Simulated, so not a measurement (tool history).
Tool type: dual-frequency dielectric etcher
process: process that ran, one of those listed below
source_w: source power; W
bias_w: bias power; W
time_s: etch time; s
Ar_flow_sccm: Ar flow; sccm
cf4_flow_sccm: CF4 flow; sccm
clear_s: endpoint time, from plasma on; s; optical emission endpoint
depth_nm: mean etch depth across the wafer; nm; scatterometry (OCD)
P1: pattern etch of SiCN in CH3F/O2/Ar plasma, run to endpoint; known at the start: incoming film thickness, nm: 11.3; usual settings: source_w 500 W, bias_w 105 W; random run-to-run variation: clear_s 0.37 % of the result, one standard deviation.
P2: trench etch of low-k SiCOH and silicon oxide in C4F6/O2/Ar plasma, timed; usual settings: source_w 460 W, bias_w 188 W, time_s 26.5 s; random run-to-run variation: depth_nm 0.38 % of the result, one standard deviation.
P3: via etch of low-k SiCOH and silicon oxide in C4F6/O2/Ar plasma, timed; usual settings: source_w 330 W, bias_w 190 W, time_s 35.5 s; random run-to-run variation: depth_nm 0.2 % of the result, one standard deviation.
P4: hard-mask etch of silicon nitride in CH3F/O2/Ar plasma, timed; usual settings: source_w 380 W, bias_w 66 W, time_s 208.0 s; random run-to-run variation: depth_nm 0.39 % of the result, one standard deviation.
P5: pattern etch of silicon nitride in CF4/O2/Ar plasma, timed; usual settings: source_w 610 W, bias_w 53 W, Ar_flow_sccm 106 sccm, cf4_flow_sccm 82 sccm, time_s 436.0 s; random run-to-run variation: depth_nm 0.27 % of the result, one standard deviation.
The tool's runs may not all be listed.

run,hour,process,source_w,bias_w,time_s,Ar_flow_sccm,cf4_flow_sccm,hours since the last wet clean,hours since the last source power generator calibration,hours since the last bias power generator calibration,clear_s,depth_nm
1,4.7,P1,500,105,,,,486.1,2697.6,1271.3,24.142,
2,10.2,P4,380,44,208.0,,,491.6,2703.1,1276.8,,119.710
3,13.8,P3,430,190,35.5,,,495.2,2706.7,1280.4,,87.219
4,20.8,P2,460,188,26.5,,,502.2,2713.7,1287.4,,90.141
5,26.3,P3,330,264,35.5,,,507.7,2719.2,1292.9,,87.668
6,31.7,P4,380,66,208.0,,,513.1,2724.6,1298.3,,137.220
7,39.4,P3,330,190,35.5,,,520.8,2732.3,1306.0,,78.785
8,44.2,P5,610,31,436.0,106,82,525.6,2737.1,1310.8,,788.360
9,48.1,P2,310,188,26.5,,,529.5,2741.0,1314.7,,76.778
10,55.2,P4,380,66,295.0,,,536.6,2748.1,1321.8,,194.320
11,62.1,P1,500,105,,,,543.5,2755.0,1328.7,24.093,
12,68.8,P5,380,53,436.0,106,82,550.2,2761.7,1335.4,,639.920
13,73.0,P5,610,53,436.0,106,49,554.4,2765.9,1339.6,,889.140
14,76.9,P1,500,105,,,,558.3,2769.8,1343.5,24.400,
15,84.9,P5,610,53,436.0,106,82,566.3,2777.8,1351.5,,957.200
16,90.6,P3,330,190,47.0,,,572.0,2783.5,1357.2,,104.020
17,95.8,P2,460,188,36.5,,,577.2,2788.7,1362.4,,123.850
18,102.7,P1,500,81,,,,584.1,2795.6,1369.3,26.438,
19,106.7,P1,500,105,,,,588.1,2799.6,1373.3,24.301,
20,113.0,P4,380,66,208.0,,,594.4,2805.9,1379.6,,137.240
21,118.6,P1,500,145,,,,600.0,2811.5,1385.2,21.361,
22,122.8,P1,630,140,,,,604.2,2815.7,1389.4,19.926,
23,130.7,P1,500,105,,,,612.1,2823.6,1397.3,24.251,
# hour 135.0: bias power generator calibrated
24,136.2,P5,610,53,436.0,130,82,617.6,2829.1,1.3,,928.920
25,140.8,P1,610,79,,,,622.2,2833.7,5.9,24.816,
# hour 146.6: wet clean of the chamber
26,146.9,P5,610,53,436.0,106,82,0.3,2839.8,12.0,,959.930
27,150.5,P1,370,105,,,,3.9,2843.4,15.6,27.087,
28,156.0,P2,460,140,26.5,,,9.4,2848.9,21.1,,81.851
29,160.3,P4,290,66,208.0,,,13.7,2853.2,25.4,,123.490
30,168.4,P1,330,124,,,,21.8,2861.3,33.5,26.329,
31,172.6,P5,610,53,581.0,106,82,26.0,2865.5,37.7,,1277.300
32,177.6,P1,690,105,,,,31.0,2870.5,42.7,21.444,
33,181.6,P1,500,105,,,,35.0,2874.5,46.7,24.170,
34,186.0,P1,500,105,,,,39.4,2878.9,51.1,24.280,
35,194.1,P1,500,105,,,,47.5,2887.0,59.2,24.515,
36,200.5,P1,500,105,,,,53.9,2893.4,65.6,24.661,
37,205.0,P1,500,105,,,,58.4,2897.9,70.1,24.657,
# hour 209.8: wet clean of the chamber
38,212.3,P1,500,105,,,,2.5,2905.2,77.4,24.748,
39,220.3,P1,500,105,,,,10.5,2913.2,85.4,24.864,

What P1 gives has crept away from where it was. These 2 causes fit the log equally well, each at the size given:
A: source power that arrives under what is set, % = 4.95
B: bias power that arrives under what is set, % = 4.9
The gradual shift began around hour 181.6.
Ruled out, with reasons:
chamber walls in a state that lowers the etch rate, %: was serviced at hour 209.8, once the creep was under way, yet the earlier output never came back

The check runs listed below each take one wafer, and their results are still question marks. Under which run would the listed causes lead to clearly different results?
check 1,228.3,P5,610,45,436.0,106,82,,,,,?
check 2,228.3,P4,300,66,208.0,,,,,,,?
check 3,228.3,P2,460,143,26.5,,,,,,,?
check 4,228.3,P3,330,263,43.0,,,,,,,?

If the cause were each of the candidates in turn, the checks would give the following:
check,result,if A,if B
check 1,depth_nm,862.270,884.610
check 2,depth_nm,122.450,122.700
check 3,depth_nm,80.891,81.322
check 4,depth_nm,104.240,104.450
Per check, the gap between the least separated pair of causes, taken in the result that splits them most: check 1 2.56 %; check 2 0.2 %; check 3 0.53 %; check 4 0.2 %
Of the check runs offered, only check 1 discriminates between the causes; the rest would read about the same regardless of which cause applies.

The results of check 1 are: depth_nm 885.130 nm. Based on these, which of the listed causes is it?

It is B: bias power that arrives under what is set, %.
